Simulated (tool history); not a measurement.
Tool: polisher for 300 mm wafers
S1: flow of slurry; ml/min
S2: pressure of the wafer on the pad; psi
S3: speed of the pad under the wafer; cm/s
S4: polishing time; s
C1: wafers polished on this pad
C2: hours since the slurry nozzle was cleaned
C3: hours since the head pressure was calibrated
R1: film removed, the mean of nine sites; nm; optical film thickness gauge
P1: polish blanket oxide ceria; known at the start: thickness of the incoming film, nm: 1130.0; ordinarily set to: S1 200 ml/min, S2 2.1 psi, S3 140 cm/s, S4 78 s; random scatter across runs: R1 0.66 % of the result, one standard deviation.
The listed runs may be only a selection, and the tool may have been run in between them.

run	hour	S1	S2	S3	S4	C1	C2	C3	R1
1	8.1	200	2.1	140	78	1058	72.9	582.9	351.15
2	15.4	300	2.1	140	78	1128	80.2	590.2	370.01
3	23.2	200	2.1	140	99	1204	88.0	598.0	449.49
4	30.5	200	2.1	140	78	1274	95.3	605.3	356.45
5	36.0	200	2.1	140	78	1327	100.8	610.8	357.54
6	42.9	200	2.1	140	78	1394	107.7	617.7	350.96
7	48.4	200	2.1	208	78	1447	113.2	623.2	519.78
8	55.9	120	2.1	140	78	1519	120.7	630.7	325.08
9	61.0	125	2.1	140	117	1569	125.8	635.8	484.92
10	65.6	200	2.1	140	54	1613	130.4	640.4	245.81
11	73.0	200	2.1	140	78	1684	137.8	647.8	352.98
12	78.1	200	1.6	140	98	1734	142.9	652.9	337.81
13	84.9	200	2.1	64	78	1799	149.7	659.7	161.93
14	89.7	200	1.1	140	78	1846	154.5	664.5	185.01
15	96.0	200	2.8	140	78	1906	160.8	670.8	471.14
16	103.2	200	2.1	140	78	1976	168.0	678.0	352.59
17	108.8	200	2.1	140	78	2030	173.6	683.6	342.72
18	116.6	200	2.1	140	78	2105	181.4	691.4	333.52
19	124.2	200	2.1	140	78	2179	189.0	699.0	325.41
# hour 129.2: head pressure recalibrated
20	129.2	200	2.1	140	78	2227	194.0	0.1	326.12
21	134.1	200	2.1	140	78	2274	198.9	5.0	330.34
22	140.1	200	2.1	140	78	2332	204.9	11.0	324.00
23	144.7	200	2.1	140	78	2377	209.5	15.6	325.79
24	150.4	200	2.1	140	78	2432	215.2	21.3	325.14

The output of P1 has drifted from where it used to be. Each of the 2 causes below, taken at the size shown beside it, accounts for the log equally well:
A: removal rate lost through wear of the pad, % = 8.1
B: slurry flow missing at the pad, % = 39.4
The process output started creeping at around hour 103.2.
Why every other cause is out:
head's pressure below its setpoint, %: maintenance at hour 129.2, after the shift began, did not return the process to its former output

The 4 check runs listed below each average the results of 5 wafers, and their outcomes are marked with question marks. Under which run would the listed causes produce clearly different results?
check 1	156.1	200	2.7	188	78				?
check 2	156.1	290	2.8	140	78				?
check 3	156.1	200	2.1	170	78				?
check 4	156.1	200	2.1	66	55				?

What every check run would give for each of its results, assuming each possible cause in turn:
check	result	if A	if B
check 1	R1	562.45	562.44
check 2	R1	452.76	464.11
check 3	R1	395.58	395.57
check 4	R1	108.29	108.29
Per-check spread between the two closest causes, in the result where they differ most: check 1 0 %; check 2 2.48 %; check 3 0 %; check 4 0 %
Check 2 tells the causes apart: in the others they would give nearly the same result.

With check 2 done, the readings were: R1 456.06 nm. Identify which of the listed causes applies.

Of the candidate causes, it is A: removal rate lost through wear of the pad, %.
